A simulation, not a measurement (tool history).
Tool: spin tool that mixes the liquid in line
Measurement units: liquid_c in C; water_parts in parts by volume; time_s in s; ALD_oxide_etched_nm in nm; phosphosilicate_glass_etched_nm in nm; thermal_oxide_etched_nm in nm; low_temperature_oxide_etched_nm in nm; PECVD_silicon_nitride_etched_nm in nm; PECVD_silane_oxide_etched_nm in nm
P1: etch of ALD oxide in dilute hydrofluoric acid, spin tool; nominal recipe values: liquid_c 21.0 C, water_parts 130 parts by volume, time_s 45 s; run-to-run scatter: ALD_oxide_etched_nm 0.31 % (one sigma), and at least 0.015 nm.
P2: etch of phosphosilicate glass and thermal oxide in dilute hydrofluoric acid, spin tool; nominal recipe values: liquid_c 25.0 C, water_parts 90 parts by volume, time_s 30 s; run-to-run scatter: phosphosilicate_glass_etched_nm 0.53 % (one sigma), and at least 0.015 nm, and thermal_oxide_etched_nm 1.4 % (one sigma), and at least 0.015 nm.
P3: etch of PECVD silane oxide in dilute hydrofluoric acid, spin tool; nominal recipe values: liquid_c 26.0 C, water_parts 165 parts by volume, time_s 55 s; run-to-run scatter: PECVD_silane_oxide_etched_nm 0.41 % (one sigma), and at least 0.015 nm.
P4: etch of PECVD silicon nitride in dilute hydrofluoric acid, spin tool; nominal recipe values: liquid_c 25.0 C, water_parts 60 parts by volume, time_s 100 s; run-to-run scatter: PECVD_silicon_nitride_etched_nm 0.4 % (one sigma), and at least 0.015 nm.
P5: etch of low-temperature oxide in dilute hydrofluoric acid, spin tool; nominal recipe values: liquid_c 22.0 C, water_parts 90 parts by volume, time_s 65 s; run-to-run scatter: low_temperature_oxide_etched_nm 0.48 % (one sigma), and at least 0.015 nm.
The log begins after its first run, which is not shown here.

run   hour  process  liquid_c  water_parts  time_s  hours since the thermometer was replaced  hours since the hydrofluoric acid flow meter was replaced  ALD_oxide_etched_nm  phosphosilicate_glass_etched_nm  thermal_oxide_etched_nm  low_temperature_oxide_etched_nm  PECVD_silicon_nitride_etched_nm  PECVD_silane_oxide_etched_nm
  2   26.7       P2      19.0           90      30                                     407.9                                                      955.4                                                53.392                   1.3076
  3   45.1       P1      21.0          130      45                                     426.3                                                      973.8               6.8331
  4   58.2       P5      22.0           90      65                                     439.4                                                      986.9                                                                                                          8.9749
  5   74.8       P1      21.0           65      20                                     456.0                                                     1003.5               6.5069
  6   90.4       P4      17.5           60     100                                     471.6                                                     1019.1                                                                                                                                           5.8183
  7  101.7       P1      21.0          130      75                                     482.9                                                     1030.4              11.3930
  8  112.7       P1      21.0           50      45                                     493.9                                                     1041.4              19.5310
  9  122.8       P1      21.0          130      20                                     504.0                                                     1051.5               3.0636
 10  141.4       P3      26.0          165      95                                     522.6                                                     1070.1                                                                                                                                                                         27.707
 11  155.6       P5      22.0           90      65                                     536.8                                                     1084.3                                                                                                          8.8844
 12  170.3       P1      17.0           65      45                                     551.5                                                     1099.0              12.4350
 13  185.0       P1      17.0          130      45                                     566.2                                                     1113.7               5.8095
 14  193.4       P4      25.0           20     100                                     574.6                                                     1122.1                                                                                                                                          28.1650
 15  202.5       P3      21.5          165      55                                     583.7                                                     1131.2                                                                                                                                                                         13.527
 16  211.3       P1      21.0          215      45                                     592.5                                                     1140.0               3.7913
 17  222.4       P5      30.5           90      65                                     603.6                                                     1151.1                                                                                                         12.2980
 18  239.9       P3      26.0          165      55                                     621.1                                                     1168.6                                                                                                                                                                         16.003
 19  250.8       P2      25.0           90      45                                     632.0                                                     1179.5                                               102.310                   2.4612
 20  268.9       P4      25.0           60     190                                     650.1                                                     1197.6                                                                                                                                          18.5550
 21  287.5       P1      24.5          220      45                                     668.7                                                     1216.2               4.1704
 22  298.0       P5      22.0          165      65                                     679.2                                                     1226.7                                                                                                          4.4375
 23  306.7       P2      25.0           45      30                                     687.9                                                     1235.4                                               143.640                   3.6109

What does the tool deliver on the next run?
 24  325.3       P1      21.0          130      45                                     706.5                                                     1254.0                    ?

For run 24 the tool returned ALD_oxide_etched_nm 6.7763 nm.
